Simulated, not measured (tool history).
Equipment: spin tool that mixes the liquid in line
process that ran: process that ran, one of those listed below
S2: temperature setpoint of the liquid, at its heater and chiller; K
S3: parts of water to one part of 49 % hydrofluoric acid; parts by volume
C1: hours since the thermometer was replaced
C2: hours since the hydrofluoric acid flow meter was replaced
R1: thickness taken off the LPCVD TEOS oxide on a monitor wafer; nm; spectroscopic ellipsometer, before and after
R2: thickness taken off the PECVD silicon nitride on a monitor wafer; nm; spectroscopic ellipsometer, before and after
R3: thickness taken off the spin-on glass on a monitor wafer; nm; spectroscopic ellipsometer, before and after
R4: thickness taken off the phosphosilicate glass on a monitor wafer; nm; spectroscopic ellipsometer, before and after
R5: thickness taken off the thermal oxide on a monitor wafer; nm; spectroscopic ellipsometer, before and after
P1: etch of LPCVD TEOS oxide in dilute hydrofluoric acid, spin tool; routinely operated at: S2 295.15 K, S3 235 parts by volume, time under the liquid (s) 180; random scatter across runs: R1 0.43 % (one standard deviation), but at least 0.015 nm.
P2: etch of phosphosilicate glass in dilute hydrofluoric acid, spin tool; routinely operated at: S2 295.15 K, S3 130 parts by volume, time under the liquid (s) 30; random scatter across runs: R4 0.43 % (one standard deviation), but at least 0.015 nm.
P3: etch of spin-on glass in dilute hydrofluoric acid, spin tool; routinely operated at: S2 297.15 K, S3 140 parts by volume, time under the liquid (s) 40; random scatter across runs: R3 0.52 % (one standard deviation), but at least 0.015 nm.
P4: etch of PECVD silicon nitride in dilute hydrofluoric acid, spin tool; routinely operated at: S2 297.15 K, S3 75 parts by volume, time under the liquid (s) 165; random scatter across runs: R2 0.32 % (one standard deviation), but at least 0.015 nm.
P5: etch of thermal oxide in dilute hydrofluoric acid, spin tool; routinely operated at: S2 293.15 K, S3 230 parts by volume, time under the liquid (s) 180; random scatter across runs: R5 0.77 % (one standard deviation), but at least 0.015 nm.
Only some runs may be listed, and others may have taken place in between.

Run 1, day 0.138: process that ran P1, S2 295.15 K, S3 235 parts by volume, time under the liquid (s) 180; C1 481.8; C2 1064.5. Result: R1 9.9768 nm.
Run 2, day 0.229: process that ran P4, S2 297.15 K, S3 75 parts by volume, time under the liquid (s) 165; C1 484; C2 1066.7. Result: R2 6.685 nm.
Run 3, day 0.429: process that ran P4, S2 297.15 K, S3 75 parts by volume, time under the liquid (s) 165; C1 488.8; C2 1071.5. Result: R2 6.6981 nm.
Run 4, day 0.55: process that ran P3, S2 297.15 K, S3 140 parts by volume, time under the liquid (s) 75; C1 491.7; C2 1074.4. Result: R3 19.821 nm.
Run 5, day 0.754: process that ran P1, S2 295.15 K, S3 380 parts by volume, time under the liquid (s) 180; C1 496.6; C2 1079.3. Result: R1 5.3744 nm.
Run 6, day 0.875: process that ran P4, S2 303.15 K, S3 75 parts by volume, time under the liquid (s) 165; C1 499.5; C2 1082.2. Result: R2 9.8472 nm.
Run 7, day 1.05: process that ran P1, S2 295.15 K, S3 235 parts by volume, time under the liquid (s) 180; C1 503.7; C2 1086.4. Result: R1 10.09 nm.
Run 8, day 1.212: process that ran P3, S2 297.15 K, S3 215 parts by volume, time under the liquid (s) 40; C1 507.6; C2 1090.3. Result: R3 6.3335 nm.
Run 9, day 1.358: process that ran P2, S2 295.15 K, S3 205 parts by volume, time under the liquid (s) 30; C1 511.1; C2 1093.8. Result: R4 7.1965 nm.
Run 10, day 1.521: process that ran P4, S2 297.15 K, S3 75 parts by volume, time under the liquid (s) 75; C1 515; C2 1097.7. Result: R2 3.0453 nm.
Run 11, day 1.717: process that ran P1, S2 295.15 K, S3 235 parts by volume, time under the liquid (s) 15; C1 519.7; C2 1102.4. Result: R1 0.8225 nm.
Run 12, day 1.862: process that ran P5, S2 293.15 K, S3 230 parts by volume, time under the liquid (s) 320; C1 523.2; C2 1105.9. Result: R5 4.8627 nm.
Run 13, day 2.004: process that ran P1, S2 290.15 K, S3 235 parts by volume, time under the liquid (s) 180; C1 526.6; C2 1109.3. Result: R1 8.2937 nm.
Run 14, day 2.175: process that ran P5, S2 293.15 K, S3 230 parts by volume, time under the liquid (s) 180; C1 530.7; C2 1113.4. Result: R5 2.7905 nm.
Run 15, day 2.292: process that ran P1, S2 295.15 K, S3 235 parts by volume, time under the liquid (s) 300; C1 533.5; C2 1116.2. Result: R1 16.64 nm.
Run 16, day 2.408: process that ran P1, S2 290.15 K, S3 155 parts by volume, time under the liquid (s) 180; C1 536.3; C2 1119. Result: R1 13.491 nm.
Run 17, day 2.588: process that ran P3, S2 297.15 K, S3 140 parts by volume, time under the liquid (s) 40; C1 540.6; C2 1123.3. Result: R3 10.563 nm.
Run 18, day 2.738: process that ran P3, S2 297.15 K, S3 140 parts by volume, time under the liquid (s) 40; C1 544.2; C2 1126.9. Result: R3 10.515 nm.
Run 19, day 2.912: process that ran P2, S2 295.15 K, S3 130 parts by volume, time under the liquid (s) 30; C1 548.4; C2 1131.1. Result: R4 12.317 nm.
Run 20, day 3.092: process that ran P2, S2 290.15 K, S3 130 parts by volume, time under the liquid (s) 30; C1 552.7; C2 1135.4. Result: R4 10.096 nm.
Run 21, day 3.275: process that ran P3, S2 290.65 K, S3 140 parts by volume, time under the liquid (s) 40; C1 557.1; C2 1139.8. Result: R3 8.163 nm.
Run 22, day 3.45: process that ran P1, S2 301.65 K, S3 235 parts by volume, time under the liquid (s) 180; C1 561.3; C2 1144. Result: R1 12.601 nm.
Run 23, day 3.571: process that ran P1, S2 300.65 K, S3 235 parts by volume, time under the liquid (s) 20; C1 564.2; C2 1146.9. Result: R1 1.3602 nm.
Run 24, day 3.704: process that ran P1, S2 295.15 K, S3 235 parts by volume, time under the liquid (s) 180; C1 567.4; C2 1150.1. Result: R1 9.9661 nm.
Run 25, day 3.833: process that ran P5, S2 293.15 K, S3 75 parts by volume, time under the liquid (s) 180; C1 570.5; C2 1153.2. Result: R5 9.9165 nm.
Run 26, day 3.954: process that ran P1, S2 295.15 K, S3 40 parts by volume, time under the liquid (s) 180; C1 573.4; C2 1156.1. Result: R1 73.047 nm.
Run 27, day 4.058: process that ran P5, S2 290.15 K, S3 230 parts by volume, time under the liquid (s) 180; C1 575.9; C2 1158.6. Result: R5 2.4729 nm.
At day 4.108: thermometer replaced.
Run 28, day 4.167: process that ran P2, S2 295.15 K, S3 130 parts by volume, time under the liquid (s) 55; C1 1.5; C2 1161.2. Result: R4 22.728 nm.
Run 29, day 4.325: process that ran P4, S2 297.15 K, S3 115 parts by volume, time under the liquid (s) 165; C1 5.3; C2 1165. Result: R2 4.3287 nm.
Run 30, day 4.488: process that ran P1, S2 295.15 K, S3 235 parts by volume, time under the liquid (s) 180; C1 9.2; C2 1168.9. Result: R1 10.018 nm.
Run 31, day 4.612: process that ran P1, S2 295.15 K, S3 235 parts by volume, time under the liquid (s) 180; C1 12.2; C2 1171.9. Result: R1 9.9577 nm.
Run 32, day 4.729: process that ran P1, S2 295.15 K, S3 235 parts by volume, time under the liquid (s) 180; C1 15; C2 1174.7. Result: R1 10.148 nm.
Run 33, day 4.846: process that ran P1, S2 295.15 K, S3 235 parts by volume, time under the liquid (s) 180; C1 17.8; C2 1177.5. Result: R1 10.389 nm.
Run 34, day 4.95: process that ran P1, S2 295.15 K, S3 235 parts by volume, time under the liquid (s) 180; C1 20.3; C2 1180. Result: R1 10.343 nm.
Run 35, day 5.146: process that ran P1, S2 295.15 K, S3 235 parts by volume, time under the liquid (s) 180; C1 25; C2 1184.7. Result: R1 10.566 nm.
Run 36, day 5.233: process that ran P1, S2 295.15 K, S3 235 parts by volume, time under the liquid (s) 180; C1 27.1; C2 1186.8. Result: R1 10.521 nm.
Run 37, day 5.4: process that ran P1, S2 295.15 K, S3 235 parts by volume, time under the liquid (s) 180; C1 31.1; C2 1190.8. Result: R1 10.614 nm.
Run 38, day 5.571: process that ran P1, S2 295.15 K, S3 235 parts by volume, time under the liquid (s) 180; C1 35.2; C2 1194.9. Result: R1 10.657 nm.
Run 39, day 5.762: process that ran P1, S2 295.15 K, S3 235 parts by volume, time under the liquid (s) 180; C1 39.8; C2 1199.5. Result: R1 10.658 nm.
Run 40, day 5.9: process that ran P1, S2 295.15 K, S3 235 parts by volume, time under the liquid (s) 180; C1 43.1; C2 1202.8. Result: R1 10.687 nm.
Run 41, day 6.021: process that ran P1, S2 295.15 K, S3 235 parts by volume, time under the liquid (s) 180; C1 46; C2 1205.7. Result: R1 10.664 nm.

P1 no longer gives what it gave before; its output has crept away from where it was. The following 2 causes, each at its listed size, fit the log equally well:
A: liquid hotter than its thermometer reads (K) = 1.8
B: hydrofluoric acid flow above the setpoint (%) = 5.51
The onset of the drift is placed at about day 4.612.

Below are 4 check runs, each on a single wafer, with their results shown as question marks. Which of them would tell the listed causes apart, meaning the causes would give clearly different results under it?
Run check 1, day 6.142: process that ran P4, S2 297.15 K, S3 75 parts by volume, time under the liquid (s) 165. Result: R2 ?.
Run check 2, day 6.142: process that ran P5, S2 293.15 K, S3 230 parts by volume, time under the liquid (s) 180. Result: R5 ?.
Run check 3, day 6.142: process that ran P2, S2 295.15 K, S3 130 parts by volume, time under the liquid (s) 30. Result: R4 ?.
Run check 4, day 6.142: process that ran P3, S2 297.15 K, S3 140 parts by volume, time under the liquid (s) 40. Result: R3 ?.

What every check run would give for each of its results, assuming each possible cause in turn:
  check  result    if A    if B
check 1      R2  7.5131  7.0312
check 2      R5  2.9496  2.9423
check 3      R4  13.183  13.061
check 4      R3   11.32  11.246
Separation of the two closest causes in each check, using whichever result separates them best: check 1 6.63 %; check 2 0.25 %; check 3 0.92 %; check 4 0.65 %
Of the check runs offered, only check 1 discriminates between the causes; the rest would read about the same regardless of which cause applies.

Running check 1 produced the following: R2 7.5182 nm. Which one of the listed causes fits?

Of the candidate causes, it is A: liquid hotter than its thermometer reads (K).

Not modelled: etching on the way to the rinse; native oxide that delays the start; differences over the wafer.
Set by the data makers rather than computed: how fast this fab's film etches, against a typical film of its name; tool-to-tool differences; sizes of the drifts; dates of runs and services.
